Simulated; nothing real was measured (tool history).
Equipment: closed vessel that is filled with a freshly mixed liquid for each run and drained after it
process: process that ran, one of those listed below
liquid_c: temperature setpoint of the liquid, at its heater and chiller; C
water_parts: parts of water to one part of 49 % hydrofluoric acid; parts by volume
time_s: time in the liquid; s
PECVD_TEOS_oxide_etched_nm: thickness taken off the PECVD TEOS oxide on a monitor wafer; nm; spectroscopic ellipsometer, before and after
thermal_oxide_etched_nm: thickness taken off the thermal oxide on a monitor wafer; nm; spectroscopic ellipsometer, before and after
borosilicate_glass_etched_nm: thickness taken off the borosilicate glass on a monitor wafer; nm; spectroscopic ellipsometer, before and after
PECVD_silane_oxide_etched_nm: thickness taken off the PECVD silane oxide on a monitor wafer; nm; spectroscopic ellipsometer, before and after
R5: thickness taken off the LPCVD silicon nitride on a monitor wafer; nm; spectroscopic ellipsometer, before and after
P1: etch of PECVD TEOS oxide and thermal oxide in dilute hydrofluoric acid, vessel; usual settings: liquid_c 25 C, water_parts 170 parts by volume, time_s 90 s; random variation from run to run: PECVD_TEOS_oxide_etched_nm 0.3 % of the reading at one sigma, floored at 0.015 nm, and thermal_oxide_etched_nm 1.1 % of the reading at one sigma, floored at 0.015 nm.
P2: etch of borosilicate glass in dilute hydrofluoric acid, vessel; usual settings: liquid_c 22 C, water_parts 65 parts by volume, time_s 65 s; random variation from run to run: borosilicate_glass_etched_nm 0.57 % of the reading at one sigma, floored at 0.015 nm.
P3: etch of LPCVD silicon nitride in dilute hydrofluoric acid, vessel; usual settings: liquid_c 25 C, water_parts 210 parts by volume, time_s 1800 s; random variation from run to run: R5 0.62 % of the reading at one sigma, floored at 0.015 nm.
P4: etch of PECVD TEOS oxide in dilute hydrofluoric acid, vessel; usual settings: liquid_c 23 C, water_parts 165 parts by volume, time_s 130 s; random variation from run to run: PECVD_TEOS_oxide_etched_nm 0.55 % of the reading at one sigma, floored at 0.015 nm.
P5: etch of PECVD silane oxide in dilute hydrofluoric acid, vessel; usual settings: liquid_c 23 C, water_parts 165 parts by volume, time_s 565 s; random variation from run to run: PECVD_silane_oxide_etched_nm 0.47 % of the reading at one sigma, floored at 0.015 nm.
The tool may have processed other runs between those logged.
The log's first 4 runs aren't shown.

{"run": 5, "hour": 30.6, "process": "P5", "liquid_c": 23, "water_parts": 165, "time_s": 45, "PECVD_silane_oxide_etched_nm": 4.0367}
{"run": 6, "hour": 35.2, "process": "P3", "liquid_c": 25, "water_parts": 210, "time_s": 1800, "R5": 4.1418}
{"run": 7, "hour": 42.9, "process": "P1", "liquid_c": 25, "water_parts": 170, "time_s": 90, "PECVD_TEOS_oxide_etched_nm": 9.5378, "thermal_oxide_etched_nm": 2.3648}
{"run": 8, "hour": 49.8, "process": "P1", "liquid_c": 25, "water_parts": 260, "time_s": 90, "PECVD_TEOS_oxide_etched_nm": 5.6425, "thermal_oxide_etched_nm": 1.3764}
{"run": 9, "hour": 57.7, "process": "P1", "liquid_c": 25, "water_parts": 170, "time_s": 90, "PECVD_TEOS_oxide_etched_nm": 9.5188, "thermal_oxide_etched_nm": 2.3573}
{"run": 10, "hour": 64.0, "process": "P4", "liquid_c": 23, "water_parts": 165, "time_s": 130, "PECVD_TEOS_oxide_etched_nm": 9.0865}
{"run": 11, "hour": 69.2, "process": "P2", "liquid_c": 22, "water_parts": 65, "time_s": 30, "borosilicate_glass_etched_nm": 11.161}
{"run": 12, "hour": 73.6, "process": "P3", "liquid_c": 25, "water_parts": 90, "time_s": 1800, "R5": 9.4398}
{"run": 13, "hour": 80.7, "process": "P4", "liquid_c": 17, "water_parts": 165, "time_s": 130, "PECVD_TEOS_oxide_etched_nm": 7.2454}
{"run": 14, "hour": 86.4, "process": "P5", "liquid_c": 23, "water_parts": 100, "time_s": 565, "PECVD_silane_oxide_etched_nm": 88.328}
{"run": 15, "hour": 92.5, "process": "P1", "liquid_c": 25, "water_parts": 170, "time_s": 90, "PECVD_TEOS_oxide_etched_nm": 9.5221, "thermal_oxide_etched_nm": 2.3389}
{"run": 16, "hour": 98.6, "process": "P5", "liquid_c": 23, "water_parts": 165, "time_s": 565, "PECVD_silane_oxide_etched_nm": 49.962}
{"run": 17, "hour": 104.9, "process": "P1", "liquid_c": 25, "water_parts": 170, "time_s": 90, "PECVD_TEOS_oxide_etched_nm": 9.5392, "thermal_oxide_etched_nm": 2.3239}
{"run": 18, "hour": 112.3, "process": "P1", "liquid_c": 32, "water_parts": 170, "time_s": 90, "PECVD_TEOS_oxide_etched_nm": 12.22, "thermal_oxide_etched_nm": 2.9916}
{"run": 19, "hour": 120.3, "process": "P3", "liquid_c": 25, "water_parts": 210, "time_s": 2715, "R5": 6.2512}
{"run": 20, "hour": 128.2, "process": "P5", "liquid_c": 17, "water_parts": 165, "time_s": 565, "PECVD_silane_oxide_etched_nm": 39.91}
{"run": 21, "hour": 135.2, "process": "P2", "liquid_c": 28, "water_parts": 65, "time_s": 65, "borosilicate_glass_etched_nm": 30.194}

Run 22 is up next; what results do you expect?
{"run": 22, "hour": 139.3, "process": "P4", "liquid_c": 23, "water_parts": 260, "time_s": 130, "PECVD_TEOS_oxide_etched_nm": "?"}

Run 22 gave PECVD_TEOS_oxide_etched_nm 5.2252 nm.
